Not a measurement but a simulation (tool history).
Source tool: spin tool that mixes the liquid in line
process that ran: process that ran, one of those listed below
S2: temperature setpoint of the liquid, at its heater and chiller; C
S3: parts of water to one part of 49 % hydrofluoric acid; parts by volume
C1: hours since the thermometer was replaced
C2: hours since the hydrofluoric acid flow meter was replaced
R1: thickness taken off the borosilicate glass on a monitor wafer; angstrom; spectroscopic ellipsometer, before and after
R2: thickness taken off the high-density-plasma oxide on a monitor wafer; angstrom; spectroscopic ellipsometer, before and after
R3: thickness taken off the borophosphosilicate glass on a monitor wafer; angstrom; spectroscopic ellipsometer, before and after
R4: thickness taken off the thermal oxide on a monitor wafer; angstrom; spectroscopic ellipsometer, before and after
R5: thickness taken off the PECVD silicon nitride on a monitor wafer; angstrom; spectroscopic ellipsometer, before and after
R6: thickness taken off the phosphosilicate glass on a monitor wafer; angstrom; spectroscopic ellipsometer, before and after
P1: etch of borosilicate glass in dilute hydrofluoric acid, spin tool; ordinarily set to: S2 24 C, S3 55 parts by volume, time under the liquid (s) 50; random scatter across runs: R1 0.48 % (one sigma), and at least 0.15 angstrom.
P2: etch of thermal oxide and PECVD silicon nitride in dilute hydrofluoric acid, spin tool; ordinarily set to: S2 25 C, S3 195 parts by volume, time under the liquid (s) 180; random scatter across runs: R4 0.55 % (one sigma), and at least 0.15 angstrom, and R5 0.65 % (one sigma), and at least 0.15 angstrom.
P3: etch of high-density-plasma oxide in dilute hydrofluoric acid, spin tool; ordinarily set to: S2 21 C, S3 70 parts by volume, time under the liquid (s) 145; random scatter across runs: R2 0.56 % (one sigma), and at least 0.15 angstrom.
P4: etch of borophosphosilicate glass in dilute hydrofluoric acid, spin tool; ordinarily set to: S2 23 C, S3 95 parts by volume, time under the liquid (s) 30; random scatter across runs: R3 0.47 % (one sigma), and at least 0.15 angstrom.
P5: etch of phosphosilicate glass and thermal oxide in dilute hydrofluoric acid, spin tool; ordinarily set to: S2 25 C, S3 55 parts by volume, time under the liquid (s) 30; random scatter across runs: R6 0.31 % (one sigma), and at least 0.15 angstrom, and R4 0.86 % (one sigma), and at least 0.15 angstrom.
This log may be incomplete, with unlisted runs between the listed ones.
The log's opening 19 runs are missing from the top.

{"run": 20, "hour": 160.4, "process that ran": "P1", "S2": 24, "S3": 55, "time under the liquid (s)": 50, "C1": 777.8, "C2": 459.6, "R1": 294.86}
{"run": 21, "hour": 169.3, "process that ran": "P5", "S2": 25, "S3": 20, "time under the liquid (s)": 30, "C1": 786.7, "C2": 468.5, "R4": 82.531, "R6": 2490.3}
{"run": 22, "hour": 175.0, "process that ran": "P1", "S2": 24, "S3": 80, "time under the liquid (s)": 50, "C1": 792.4, "C2": 474.2, "R1": 195.55}
{"run": 23, "hour": 181.5, "process that ran": "P5", "S2": 25, "S3": 55, "time under the liquid (s)": 30, "C1": 798.9, "C2": 480.7, "R4": 28.767, "R6": 859.52}
{"run": 24, "hour": 188.1, "process that ran": "P3", "S2": 21, "S3": 70, "time under the liquid (s)": 145, "C1": 805.5, "C2": 487.3, "R2": 130.19}
{"run": 25, "hour": 197.2, "process that ran": "P5", "S2": 18, "S3": 55, "time under the liquid (s)": 30, "C1": 814.6, "C2": 496.4, "R4": 21.694, "R6": 645.11}
{"run": 26, "hour": 202.9, "process that ran": "P5", "S2": 25, "S3": 55, "time under the liquid (s)": 15, "C1": 820.3, "C2": 502.1, "R4": 14.551, "R6": 430.71}
{"run": 27, "hour": 211.9, "process that ran": "P1", "S2": 24, "S3": 55, "time under the liquid (s)": 15, "C1": 829.3, "C2": 511.1, "R1": 87.628}
{"run": 28, "hour": 221.2, "process that ran": "P3", "S2": 21, "S3": 70, "time under the liquid (s)": 230, "C1": 838.6, "C2": 520.4, "R2": 208.44}

Run 29 has not been measured yet. What should we expect?
{"run": 29, "hour": 226.9, "process that ran": "P1", "S2": 24, "S3": 55, "time under the liquid (s)": 50, "C1": 844.3, "C2": 526.1, "R1": "?"}

R1: 291.99 angstrom

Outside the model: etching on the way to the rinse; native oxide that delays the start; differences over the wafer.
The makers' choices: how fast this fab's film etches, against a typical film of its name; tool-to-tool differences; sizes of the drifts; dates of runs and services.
